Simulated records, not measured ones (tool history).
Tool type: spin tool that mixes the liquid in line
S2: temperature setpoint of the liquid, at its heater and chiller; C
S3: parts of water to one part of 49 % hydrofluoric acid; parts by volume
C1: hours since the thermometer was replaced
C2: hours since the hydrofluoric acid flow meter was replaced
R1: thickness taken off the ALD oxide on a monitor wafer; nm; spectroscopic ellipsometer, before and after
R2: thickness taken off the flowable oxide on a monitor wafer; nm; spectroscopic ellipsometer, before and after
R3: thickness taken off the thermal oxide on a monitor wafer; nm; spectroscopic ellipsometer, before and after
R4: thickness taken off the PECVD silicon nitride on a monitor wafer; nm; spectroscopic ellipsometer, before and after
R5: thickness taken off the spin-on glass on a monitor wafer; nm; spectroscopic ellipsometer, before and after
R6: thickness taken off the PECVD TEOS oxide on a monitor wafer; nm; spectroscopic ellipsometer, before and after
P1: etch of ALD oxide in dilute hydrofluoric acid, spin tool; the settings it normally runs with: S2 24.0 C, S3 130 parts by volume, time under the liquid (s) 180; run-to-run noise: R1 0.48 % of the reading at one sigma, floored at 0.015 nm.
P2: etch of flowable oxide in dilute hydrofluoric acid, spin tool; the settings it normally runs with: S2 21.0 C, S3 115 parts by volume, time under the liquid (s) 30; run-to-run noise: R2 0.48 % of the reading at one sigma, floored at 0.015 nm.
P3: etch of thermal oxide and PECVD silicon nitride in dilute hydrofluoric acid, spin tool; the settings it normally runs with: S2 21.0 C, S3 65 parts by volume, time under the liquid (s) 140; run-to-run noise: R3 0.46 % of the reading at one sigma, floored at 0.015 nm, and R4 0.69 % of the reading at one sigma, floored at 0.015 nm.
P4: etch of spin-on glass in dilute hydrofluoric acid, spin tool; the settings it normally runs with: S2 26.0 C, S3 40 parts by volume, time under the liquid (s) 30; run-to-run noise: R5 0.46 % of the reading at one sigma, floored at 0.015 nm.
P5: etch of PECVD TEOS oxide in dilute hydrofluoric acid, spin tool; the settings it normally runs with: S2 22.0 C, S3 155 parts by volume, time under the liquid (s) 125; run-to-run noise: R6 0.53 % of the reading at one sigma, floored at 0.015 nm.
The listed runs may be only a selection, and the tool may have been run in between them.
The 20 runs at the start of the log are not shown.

run 21 day=6.050 | process_that_ran=P5 S2=22.0 S3=155 time_under_the_liquid_(s)=215 | C1=922.7 C2=51.6 | R6=24.006
run 22 day=6.271 | process_that_ran=P1 S2=24.0 S3=130 time_under_the_liquid_(s)=180 | C1=928.0 C2=56.9 | R1=29.1970
run 23 day=6.671 | process_that_ran=P3 S2=25.0 S3=65 time_under_the_liquid_(s)=140 | C1=937.6 C2=66.5 | R3=10.3600 R4=4.0064
run 24 day=6.875 | process_that_ran=P2 S2=21.0 S3=170 time_under_the_liquid_(s)=30 | C1=942.5 C2=71.4 | R2=4.8157
run 25 day=7.150 | process_that_ran=P2 S2=17.0 S3=115 time_under_the_liquid_(s)=30 | C1=949.1 C2=78.0 | R2=6.4275
run 26 day=7.429 | process_that_ran=P4 S2=26.0 S3=60 time_under_the_liquid_(s)=30 | C1=955.8 C2=84.7 | R5=18.037
run 27 day=7.604 | process_that_ran=P4 S2=26.0 S3=40 time_under_the_liquid_(s)=60 | C1=960.0 C2=88.9 | R5=55.771
run 28 day=7.808 | process_that_ran=P1 S2=19.5 S3=130 time_under_the_liquid_(s)=180 | C1=964.9 C2=93.8 | R1=24.3000
run 29 day=8.079 | process_that_ran=P5 S2=22.0 S3=155 time_under_the_liquid_(s)=125 | C1=971.4 C2=100.3 | R6=13.827
run 30 day=8.429 | process_that_ran=P5 S2=22.0 S3=155 time_under_the_liquid_(s)=125 | C1=979.8 C2=108.7 | R6=14.074
run 31 day=8.729 | process_that_ran=P1 S2=24.0 S3=130 time_under_the_liquid_(s)=180 | C1=987.0 C2=115.9 | R1=28.7220
run 32 day=8.992 | process_that_ran=P1 S2=24.0 S3=130 time_under_the_liquid_(s)=180 | C1=993.3 C2=122.2 | R1=28.2740
run 33 day=9.204 | process_that_ran=P1 S2=24.0 S3=130 time_under_the_liquid_(s)=180 | C1=998.4 C2=127.3 | R1=28.2340
run 34 day=9.429 | process_that_ran=P1 S2=24.0 S3=130 time_under_the_liquid_(s)=180 | C1=1003.8 C2=132.7 | R1=27.4820
run 35 day=9.633 | process_that_ran=P1 S2=24.0 S3=130 time_under_the_liquid_(s)=180 | C1=1008.7 C2=137.6 | R1=27.4490
run 36 day=9.850 | process_that_ran=P1 S2=24.0 S3=130 time_under_the_liquid_(s)=180 | C1=1013.9 C2=142.8 | R1=27.2710
run 37 day=10.242 | process_that_ran=P1 S2=24.0 S3=130 time_under_the_liquid_(s)=180 | C1=1023.3 C2=152.2 | R1=26.9410
run 38 day=10.575 | process_that_ran=P1 S2=24.0 S3=130 time_under_the_liquid_(s)=180 | C1=1031.3 C2=160.2 | R1=26.9010
run 39 day=10.933 | process_that_ran=P1 S2=24.0 S3=130 time_under_the_liquid_(s)=180 | C1=1039.9 C2=168.8 | R1=26.8030

The next listed run, before its measurement:
run 40 day=11.262 | process_that_ran=P1 S2=24.0 S3=130 time_under_the_liquid_(s)=180 | C1=1047.8 C2=176.7 | R1=?

{"run 40": {"R1": 26.703}}
